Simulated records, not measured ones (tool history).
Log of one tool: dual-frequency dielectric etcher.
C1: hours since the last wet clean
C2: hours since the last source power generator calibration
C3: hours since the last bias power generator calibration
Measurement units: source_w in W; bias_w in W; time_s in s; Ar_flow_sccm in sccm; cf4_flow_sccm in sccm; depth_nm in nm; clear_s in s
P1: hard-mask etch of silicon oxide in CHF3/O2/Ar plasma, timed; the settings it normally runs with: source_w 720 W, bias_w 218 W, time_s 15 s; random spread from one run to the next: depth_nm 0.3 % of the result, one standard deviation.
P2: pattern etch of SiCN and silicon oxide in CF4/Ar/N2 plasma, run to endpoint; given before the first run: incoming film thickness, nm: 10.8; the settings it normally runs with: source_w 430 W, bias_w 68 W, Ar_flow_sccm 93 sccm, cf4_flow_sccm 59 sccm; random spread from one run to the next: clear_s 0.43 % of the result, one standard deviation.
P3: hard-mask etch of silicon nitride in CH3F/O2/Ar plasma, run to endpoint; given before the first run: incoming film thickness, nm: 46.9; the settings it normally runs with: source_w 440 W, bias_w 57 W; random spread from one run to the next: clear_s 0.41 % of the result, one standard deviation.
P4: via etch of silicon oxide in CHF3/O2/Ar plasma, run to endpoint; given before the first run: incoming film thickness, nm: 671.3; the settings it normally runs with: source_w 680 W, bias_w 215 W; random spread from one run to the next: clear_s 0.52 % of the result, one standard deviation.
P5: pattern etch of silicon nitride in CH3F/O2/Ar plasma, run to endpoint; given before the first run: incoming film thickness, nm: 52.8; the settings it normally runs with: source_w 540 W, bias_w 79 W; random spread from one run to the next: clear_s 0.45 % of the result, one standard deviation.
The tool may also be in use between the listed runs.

run 1 hour=4.8 | process=P1 source_w=720 bias_w=218 time_s=15 | C1=276.7 C2=2245.6 C3=1156.5 | depth_nm=35.281
run 2 hour=10.7 | process=P3 source_w=340 bias_w=57 | C1=282.6 C2=2251.5 C3=1162.4 | clear_s=76.122
run 3 hour=15.7 | process=P4 source_w=440 bias_w=215 | C1=287.6 C2=2256.5 C3=1167.4 | clear_s=355.59
run 4 hour=19.4 | process=P1 source_w=720 bias_w=218 time_s=15 | C1=291.3 C2=2260.2 C3=1171.1 | depth_nm=35.388
run 5 hour=24.9 | process=P1 source_w=720 bias_w=218 time_s=15 | C1=296.8 C2=2265.7 C3=1176.6 | depth_nm=35.264
run 6 hour=28.1 | process=P4 source_w=680 bias_w=142 | C1=300 C2=2268.9 C3=1179.8 | clear_s=350.16
run 7 hour=32.2 | process=P2 source_w=540 bias_w=68 Ar_flow_sccm=93 cf4_flow_sccm=59 | C1=304.1 C2=2273 C3=1183.9 | clear_s=11.226
run 8 hour=36.2 | process=P5 source_w=540 bias_w=79 | C1=308.1 C2=2277 C3=1187.9 | clear_s=65.694
run 9 hour=42.2 | process=P5 source_w=540 bias_w=79 | C1=314.1 C2=2283 C3=1193.9 | clear_s=66.158
run 10 hour=45 | process=P5 source_w=760 bias_w=79 | C1=316.9 C2=2285.8 C3=1196.7 | clear_s=57.905
run 11 hour=49.7 | process=P1 source_w=720 bias_w=218 time_s=10.5 | C1=321.6 C2=2290.5 C3=1201.4 | depth_nm=24.686
run 12 hour=52.8 | process=P1 source_w=720 bias_w=300 time_s=19 | C1=324.7 C2=2293.6 C3=1204.5 | depth_nm=49.96
run 13 hour=57.5 | process=P3 source_w=440 bias_w=57 | C1=329.4 C2=2298.3 C3=1209.2 | clear_s=68.98
run 14 hour=63.6 | process=P1 source_w=720 bias_w=305 time_s=15 | C1=335.5 C2=2304.4 C3=1215.3 | depth_nm=39.606
run 15 hour=66.3 | process=P1 source_w=970 bias_w=218 time_s=15 | C1=338.2 C2=2307.1 C3=1218 | depth_nm=39.424
run 16 hour=69.9 | process=P1 source_w=520 bias_w=218 time_s=15 | C1=341.8 C2=2310.7 C3=1221.6 | depth_nm=31.221
run 17 hour=74.5 | process=P2 source_w=430 bias_w=68 Ar_flow_sccm=93 cf4_flow_sccm=59 | C1=346.4 C2=2315.3 C3=1226.2 | clear_s=13.676
run 18 hour=77.8 | process=P1 source_w=720 bias_w=218 time_s=15 | C1=349.7 C2=2318.6 C3=1229.5 | depth_nm=35.049
run 19 hour=80.7 | process=P1 source_w=720 bias_w=172 time_s=15 | C1=352.6 C2=2321.5 C3=1232.4 | depth_nm=32.499
run 20 hour=83.7 | process=P2 source_w=430 bias_w=80 Ar_flow_sccm=93 cf4_flow_sccm=59 | C1=355.6 C2=2324.5 C3=1235.4 | clear_s=12.902

For run 21, what comes out?
run 21 hour=86.8 | process=P1 source_w=720 bias_w=304 time_s=10.5 | C1=358.7 C2=2327.6 C3=1238.5 | depth_nm=?

depth_nm: 27.845 nm

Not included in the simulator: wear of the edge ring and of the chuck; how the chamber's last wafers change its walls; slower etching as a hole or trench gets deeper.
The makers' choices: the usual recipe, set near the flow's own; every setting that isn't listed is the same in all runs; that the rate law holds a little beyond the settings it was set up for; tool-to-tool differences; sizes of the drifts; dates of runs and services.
